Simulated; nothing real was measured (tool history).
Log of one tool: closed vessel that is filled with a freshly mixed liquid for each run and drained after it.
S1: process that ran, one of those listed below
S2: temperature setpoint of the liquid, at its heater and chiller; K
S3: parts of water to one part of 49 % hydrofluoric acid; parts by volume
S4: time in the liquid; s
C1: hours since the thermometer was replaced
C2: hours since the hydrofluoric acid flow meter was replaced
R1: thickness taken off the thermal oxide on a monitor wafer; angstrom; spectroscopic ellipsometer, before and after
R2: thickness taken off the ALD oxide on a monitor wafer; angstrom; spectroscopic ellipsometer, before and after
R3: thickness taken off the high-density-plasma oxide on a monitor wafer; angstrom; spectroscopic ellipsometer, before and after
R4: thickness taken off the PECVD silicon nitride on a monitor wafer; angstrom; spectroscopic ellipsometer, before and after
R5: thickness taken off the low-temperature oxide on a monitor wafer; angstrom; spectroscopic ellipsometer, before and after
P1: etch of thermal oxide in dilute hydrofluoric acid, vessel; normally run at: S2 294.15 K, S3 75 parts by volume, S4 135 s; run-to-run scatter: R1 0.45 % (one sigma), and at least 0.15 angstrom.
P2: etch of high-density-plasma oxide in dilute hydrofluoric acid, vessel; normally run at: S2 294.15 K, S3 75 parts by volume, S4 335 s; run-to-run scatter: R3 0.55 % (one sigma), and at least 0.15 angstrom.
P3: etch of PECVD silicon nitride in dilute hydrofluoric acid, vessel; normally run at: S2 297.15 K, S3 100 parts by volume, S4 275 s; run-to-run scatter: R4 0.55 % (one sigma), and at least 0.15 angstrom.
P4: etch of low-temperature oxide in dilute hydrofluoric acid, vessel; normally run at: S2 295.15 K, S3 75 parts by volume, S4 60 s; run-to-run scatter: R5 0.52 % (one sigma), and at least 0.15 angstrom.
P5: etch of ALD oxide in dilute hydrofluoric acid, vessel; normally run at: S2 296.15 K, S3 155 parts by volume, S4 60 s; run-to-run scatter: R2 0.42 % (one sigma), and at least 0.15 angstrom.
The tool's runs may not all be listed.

run	hour	S1	S2	S3	S4	C1	C2	R1	R2	R3	R4	R5
1	3.3	P1	294.15	75	135	1118.7	379	74.148				
2	8.6	P1	299.65	75	135	1124	384.3	91.981				
3	14.8	P1	294.15	75	215	1130.2	390.5	117.62				
4	18.2	P5	292.65	155	60	1133.6	393.9		101.21			
5	24.6	P5	296.15	155	60	1140	400.3		115.94			
6	31.1	P2	294.15	25	335	1146.5	406.8			845.34		
7	34.8	P5	296.15	35	60	1150.2	410.5		599.24			
8	39.5	P2	299.15	75	335	1154.9	415.2			322.53		
9	43.8	P3	297.15	100	275	1159.2	419.5				112.21	
10	48.9	P4	291.15	75	60	1164.3	424.6					77.832
11	52	P5	296.15	155	60	1167.4	427.7		115.84			
12	56	P1	294.15	75	135	1171.4	431.7	73.969				
13	62.1	P3	297.15	100	415	1177.5	437.8				167.96	
14	66.7	P1	294.15	75	135	1182.1	442.4	73.538				
15	73.1	P3	290.15	100	275	1188.5	448.8				69.652	
16	77.5	P1	294.15	75	135	1192.9	453.2	74.053				
17	83.7	P1	294.15	75	135	1199.1	459.4	73.415				
18	89.4	P2	294.15	75	50	1204.8	465.1			39.244		
19	95.5	P1	294.15	115	215	1210.9	471.2	73.818				
20	99.2	P2	294.15	75	335	1214.6	474.9			262.75		
21	102.7	P1	294.15	105	135	1218.1	478.4	50.472				
22	109.1	P4	295.15	75	30	1224.5	484.8					45.25
23	115.2	P1	294.15	75	135	1230.6	490.9	73.351				
24	121.6	P3	297.15	45	275	1237	497.3				245.4	

The next listed run, before its measurement:
25	124.7	P4	295.15	75	60	1240.1	500.4					?

Run 25 gave R5 90.756 angstrom.
